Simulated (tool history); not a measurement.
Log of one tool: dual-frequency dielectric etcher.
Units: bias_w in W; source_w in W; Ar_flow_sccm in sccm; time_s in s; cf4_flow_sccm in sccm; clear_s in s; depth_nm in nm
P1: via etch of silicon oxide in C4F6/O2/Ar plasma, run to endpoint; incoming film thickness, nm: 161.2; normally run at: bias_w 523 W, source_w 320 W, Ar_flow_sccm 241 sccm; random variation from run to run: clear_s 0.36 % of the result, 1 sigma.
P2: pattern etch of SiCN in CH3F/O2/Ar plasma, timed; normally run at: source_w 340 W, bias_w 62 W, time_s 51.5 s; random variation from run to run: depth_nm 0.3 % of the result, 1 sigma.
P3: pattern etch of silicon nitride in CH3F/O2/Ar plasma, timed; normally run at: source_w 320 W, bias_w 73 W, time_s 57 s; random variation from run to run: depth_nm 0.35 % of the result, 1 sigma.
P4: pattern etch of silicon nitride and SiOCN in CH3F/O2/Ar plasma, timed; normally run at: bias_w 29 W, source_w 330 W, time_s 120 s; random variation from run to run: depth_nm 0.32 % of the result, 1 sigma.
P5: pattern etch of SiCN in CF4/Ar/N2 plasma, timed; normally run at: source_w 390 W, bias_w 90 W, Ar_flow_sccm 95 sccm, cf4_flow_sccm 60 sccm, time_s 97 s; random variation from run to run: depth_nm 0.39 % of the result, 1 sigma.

| run | hour | process | bias_w | source_w | Ar_flow_sccm | time_s | cf4_flow_sccm | hours since the last wet clean | hours since the last bias power generator calibration | hours since the last source power generator calibration | hours since the last Ar flow controller change | clear_s | depth_nm |
|---|---|---|---|---|---|---|---|---|---|---|---|---|---|
| 1 | 10 | P1 | 523 | 320 | 241 |  |  | 133.8 | 1458.4 | 2402.4 | 661.3 | 37.648 |  |
| 2 | 21.3 | P3 | 73 | 320 |  | 57 |  | 145.1 | 1469.7 | 2413.7 | 672.6 |  | 37.101 |
| 3 | 33 | P5 | 90 | 390 | 95 | 97 | 60 | 156.8 | 1481.4 | 2425.4 | 684.3 |  | 75.628 |
| 4 | 43.5 | P3 | 73 | 320 |  | 57 |  | 167.3 | 1491.9 | 2435.9 | 694.8 |  | 37.107 |
| 5 | 55.2 | P2 | 85 | 340 |  | 51.5 |  | 179 | 1503.6 | 2447.6 | 706.5 |  | 19.559 |
|  | 66.9 | source power generator calibrated |
| 6 | 69 | P2 | 62 | 230 |  | 51.5 |  | 192.8 | 1517.4 | 2.1 | 720.3 |  | 15.14 |
| 7 | 83 | P4 | 35 | 330 |  | 120 |  | 206.8 | 1531.4 | 16.1 | 734.3 |  | 18.219 |
| 8 | 96.3 | P4 | 29 | 330 |  | 180 |  | 220.1 | 1544.7 | 29.4 | 747.6 |  | 25.024 |
| 9 | 104.8 | P1 | 523 | 320 | 197 |  |  | 228.6 | 1553.2 | 37.9 | 756.1 | 36.966 |  |
| 10 | 115.4 | P3 | 73 | 420 |  | 57 |  | 239.2 | 1563.8 | 48.5 | 766.7 |  | 41.407 |
| 11 | 129.5 | P3 | 51 | 320 |  | 57 |  | 253.3 | 1577.9 | 62.6 | 780.8 |  | 33.019 |
| 12 | 136.9 | P1 | 354 | 230 | 241 |  |  | 260.7 | 1585.3 | 70 | 788.2 | 48.887 |  |
| 13 | 147.4 | P2 | 62 | 340 |  | 51.5 |  | 271.2 | 1595.8 | 80.5 | 798.7 |  | 17.581 |
| 14 | 156.3 | P1 | 685 | 320 | 241 |  |  | 280.1 | 1604.7 | 89.4 | 807.6 | 34.131 |  |
| 15 | 165.3 | P1 | 523 | 320 | 241 |  |  | 289.1 | 1613.7 | 98.4 | 816.6 | 37.822 |  |
| 16 | 177 | P5 | 90 | 390 | 95 | 118 | 60 | 300.8 | 1625.4 | 110.1 | 828.3 |  | 91.646 |
| 17 | 183.6 | P1 | 329 | 250 | 241 |  |  | 307.4 | 1632 | 116.7 | 834.9 | 49.183 |  |
| 18 | 197.1 | P1 | 523 | 210 | 241 |  |  | 320.9 | 1645.5 | 130.2 | 848.4 | 44.129 |  |
| 19 | 209.1 | P1 | 523 | 320 | 241 |  |  | 332.9 | 1657.5 | 142.2 | 860.4 | 37.71 |  |
| 20 | 223.1 | P4 | 29 | 330 |  | 120 |  | 346.9 | 1671.5 | 156.2 | 874.4 |  | 16.715 |
| 21 | 230.4 | P1 | 406 | 320 | 241 |  |  | 354.2 | 1678.8 | 163.5 | 881.7 | 41.381 |  |
| 22 | 244.4 | P1 | 523 | 320 | 241 |  |  | 368.2 | 1692.8 | 177.5 | 895.7 | 37.9 |  |
| 23 | 253.9 | P3 | 73 | 320 |  | 76 |  | 377.7 | 1702.3 | 187 | 905.2 |  | 49.497 |
| 24 | 260.2 | P1 | 523 | 320 | 286 |  |  | 384 | 1708.6 | 193.3 | 911.5 | 38.237 |  |
| 25 | 271.2 | P1 | 523 | 320 | 241 |  |  | 395 | 1719.6 | 204.3 | 922.5 | 37.728 |  |

Run 26 comes next. What will it give?
| 26 | 285.3 | P1 | 680 | 320 | 332 |  |  | 409.1 | 1733.7 | 218.4 | 936.6 | ? |  |

Run 26 gave clear_s 35.676 s.
